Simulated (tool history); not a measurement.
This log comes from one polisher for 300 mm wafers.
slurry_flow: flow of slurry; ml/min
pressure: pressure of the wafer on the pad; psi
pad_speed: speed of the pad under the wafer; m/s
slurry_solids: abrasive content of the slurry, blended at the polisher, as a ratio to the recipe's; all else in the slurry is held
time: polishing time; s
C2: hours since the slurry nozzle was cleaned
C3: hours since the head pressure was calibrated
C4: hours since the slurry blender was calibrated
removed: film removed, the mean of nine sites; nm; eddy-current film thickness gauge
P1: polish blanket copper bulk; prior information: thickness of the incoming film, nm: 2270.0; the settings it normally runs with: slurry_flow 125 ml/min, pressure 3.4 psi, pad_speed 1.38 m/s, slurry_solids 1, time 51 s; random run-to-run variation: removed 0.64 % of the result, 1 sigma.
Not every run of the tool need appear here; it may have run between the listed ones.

{"run": 1, "day": 0.292, "slurry_flow": 125, "pressure": 3.4, "pad_speed": 1.38, "slurry_solids": 1, "time": 51, "wafers polished on this pad": 339, "C2": 432.2, "C3": 948.8, "C4": 39.7, "removed": 823.24}
{"run": 2, "day": 0.717, "slurry_flow": 125, "pressure": 3.4, "pad_speed": 1.38, "slurry_solids": 1, "time": 51, "wafers polished on this pad": 485, "C2": 442.4, "C3": 959, "C4": 49.9, "removed": 825.77}
{"run": 3, "day": 1.271, "slurry_flow": 125, "pressure": 5.3, "pad_speed": 2.02, "slurry_solids": 1, "time": 51, "wafers polished on this pad": 675, "C2": 455.7, "C3": 972.3, "C4": 63.2, "removed": 1871.2}
{"run": 4, "day": 1.796, "slurry_flow": 125, "pressure": 3.4, "pad_speed": 0.76, "slurry_solids": 1, "time": 51, "wafers polished on this pad": 855, "C2": 468.3, "C3": 984.9, "C4": 75.8, "removed": 450.97}
{"run": 5, "day": 2.288, "slurry_flow": 125, "pressure": 3.4, "pad_speed": 1.38, "slurry_solids": 1, "time": 36, "wafers polished on this pad": 1023, "C2": 480.1, "C3": 996.7, "C4": 87.6, "removed": 579.92}
{"run": 6, "day": 2.671, "slurry_flow": 125, "pressure": 3.4, "pad_speed": 1.38, "slurry_solids": 1, "time": 51, "wafers polished on this pad": 1155, "C2": 489.3, "C3": 1005.9, "C4": 96.8, "removed": 810.13}
{"run": 7, "day": 3.129, "slurry_flow": 200, "pressure": 3.4, "pad_speed": 1.38, "slurry_solids": 1, "time": 51, "wafers polished on this pad": 1312, "C2": 500.3, "C3": 1016.9, "C4": 107.8, "removed": 882.57}
{"run": 8, "day": 3.5, "slurry_flow": 125, "pressure": 3.4, "pad_speed": 1.38, "slurry_solids": 1.3, "time": 51, "wafers polished on this pad": 1439, "C2": 509.2, "C3": 1025.8, "C4": 116.7, "removed": 866.3}
{"run": 9, "day": 3.962, "slurry_flow": 125, "pressure": 3.4, "pad_speed": 1.38, "slurry_solids": 1, "time": 76, "wafers polished on this pad": 1598, "C2": 520.3, "C3": 1036.9, "C4": 127.8, "removed": 1229.5}
{"run": 10, "day": 4.458, "slurry_flow": 125, "pressure": 4.9, "pad_speed": 1.38, "slurry_solids": 1, "time": 51, "wafers polished on this pad": 1768, "C2": 532.2, "C3": 1048.8, "C4": 139.7, "removed": 1195.5}
{"run": 11, "day": 4.958, "slurry_flow": 125, "pressure": 3.4, "pad_speed": 2.1, "slurry_solids": 1, "time": 51, "wafers polished on this pad": 1939, "C2": 544.2, "C3": 1060.8, "C4": 151.7, "removed": 1265.8}
{"day": 5.004, "done": "slurry nozzle cleaned"}
{"run": 12, "day": 5.462, "slurry_flow": 125, "pressure": 3.4, "pad_speed": 1.38, "slurry_solids": 1, "time": 51, "wafers polished on this pad": 2112, "C2": 11.1, "C3": 1072.9, "C4": 163.8, "removed": 825.82}
{"run": 13, "day": 5.933, "slurry_flow": 75, "pressure": 3.4, "pad_speed": 1.38, "slurry_solids": 1, "time": 51, "wafers polished on this pad": 2273, "C2": 22.4, "C3": 1084.2, "C4": 175.1, "removed": 718.78}
{"run": 14, "day": 6.308, "slurry_flow": 125, "pressure": 3.4, "pad_speed": 1.38, "slurry_solids": 0.7, "time": 51, "wafers polished on this pad": 2402, "C2": 31.4, "C3": 1093.2, "C4": 184.1, "removed": 769.16}
{"run": 15, "day": 6.654, "slurry_flow": 125, "pressure": 1.5, "pad_speed": 1.38, "slurry_solids": 1, "time": 51, "wafers polished on this pad": 2521, "C2": 39.7, "C3": 1101.5, "C4": 192.4, "removed": 360.15}
{"run": 16, "day": 6.962, "slurry_flow": 125, "pressure": 3.4, "pad_speed": 1.38, "slurry_solids": 1, "time": 51, "wafers polished on this pad": 2626, "C2": 47.1, "C3": 1108.9, "C4": 199.8, "removed": 826.57}
{"run": 17, "day": 7.288, "slurry_flow": 125, "pressure": 3.4, "pad_speed": 1.38, "slurry_solids": 1, "time": 51, "wafers polished on this pad": 2738, "C2": 54.9, "C3": 1116.7, "C4": 207.6, "removed": 812.18}
{"run": 18, "day": 7.654, "slurry_flow": 125, "pressure": 3.4, "pad_speed": 1.38, "slurry_solids": 1, "time": 51, "wafers polished on this pad": 2863, "C2": 63.7, "C3": 1125.5, "C4": 216.4, "removed": 826.23}
{"run": 19, "day": 8.038, "slurry_flow": 125, "pressure": 3.4, "pad_speed": 1.38, "slurry_solids": 1, "time": 51, "wafers polished on this pad": 2995, "C2": 72.9, "C3": 1134.7, "C4": 225.6, "removed": 802.16}
{"run": 20, "day": 8.3, "slurry_flow": 125, "pressure": 3.4, "pad_speed": 1.38, "slurry_solids": 1, "time": 51, "wafers polished on this pad": 3085, "C2": 79.2, "C3": 1141, "C4": 231.9, "removed": 788.74}
{"run": 21, "day": 8.742, "slurry_flow": 125, "pressure": 3.4, "pad_speed": 1.38, "slurry_solids": 1, "time": 51, "wafers polished on this pad": 3236, "C2": 89.8, "C3": 1151.6, "C4": 242.5, "removed": 782.7}
{"run": 22, "day": 9.146, "slurry_flow": 125, "pressure": 3.4, "pad_speed": 1.38, "slurry_solids": 1, "time": 51, "wafers polished on this pad": 3375, "C2": 99.5, "C3": 1161.3, "C4": 252.2, "removed": 768.48}
{"day": 9.229, "done": "head pressure recalibrated"}
{"run": 23, "day": 9.621, "slurry_flow": 125, "pressure": 3.4, "pad_speed": 1.38, "slurry_solids": 1, "time": 51, "wafers polished on this pad": 3538, "C2": 110.9, "C3": 9.4, "C4": 263.6, "removed": 766.22}
{"day": 9.758, "done": "worn pad replaced by a new one"}
{"run": 24, "day": 10.067, "slurry_flow": 125, "pressure": 3.4, "pad_speed": 1.38, "slurry_solids": 1, "time": 51, "wafers polished on this pad": 106, "C2": 121.6, "C3": 20.1, "C4": 274.3, "removed": 761.89}
{"run": 25, "day": 10.471, "slurry_flow": 125, "pressure": 3.4, "pad_speed": 1.38, "slurry_solids": 1, "time": 51, "wafers polished on this pad": 245, "C2": 131.3, "C3": 29.8, "C4": 284, "removed": 763.63}

Something has made what P1 gives creep away from where it was; the 2 causes below, each at its own stated size, fit the log equally well:
A: slurry flow missing at the pad, % = 28.3
B: abrasive missing from the slurry, % = 31.6
The drift started at roughly day 7.654.
Every other cause this tool's parts could produce, and why it does not fit the log:
removal rate lost through wear of the pad, %: maintenance at day 9.758, after the shift began, did not return the process to its former output
head's pressure below its setpoint, %: maintenance at day 9.229, after the shift began, did not return the process to its former output

Which of the check runs below tells the causes apart, meaning the causes would give it clearly different results? Each run uses 5 wafers whose results are averaged, and each result is shown as a question mark.
{"run": "check 1", "day": 10.875, "slurry_flow": 125, "pressure": 3.4, "pad_speed": 2.1, "slurry_solids": 1.25, "time": 51, "removed": "?"}
{"run": "check 2", "day": 10.875, "slurry_flow": 180, "pressure": 2.2, "pad_speed": 1.38, "slurry_solids": 1, "time": 51, "removed": "?"}
{"run": "check 3", "day": 10.875, "slurry_flow": 125, "pressure": 1.6, "pad_speed": 1.1, "slurry_solids": 1, "time": 51, "removed": "?"}
{"run": "check 4", "day": 10.875, "slurry_flow": 125, "pressure": 2.7, "pad_speed": 1.38, "slurry_solids": 1, "time": 51, "removed": "?"}

Expected result of each check under each candidate cause:
check=check_1 result=removed if_A=1216.2 if_B=1213.5
check=check_2 result=removed if_A=536.91 if_B=525.02
check=check_3 result=removed if_A=285.61 if_B=285.6
check=check_4 result=removed if_A=604.64 if_B=604.64
Gap, in per cent, between the two causes that each check separates least, read from the result that separates them most: check 1 0.22 %; check 2 2.24 %; check 3 0 %; check 4 0 %
Only in check 2 would the causes give clearly different results; in the remaining checks their results would be nearly the same.

Running check 2 produced the following: removed 535.72 nm. Which one of the listed causes fits?

The correct cause is A, namely: slurry flow missing at the pad, %.
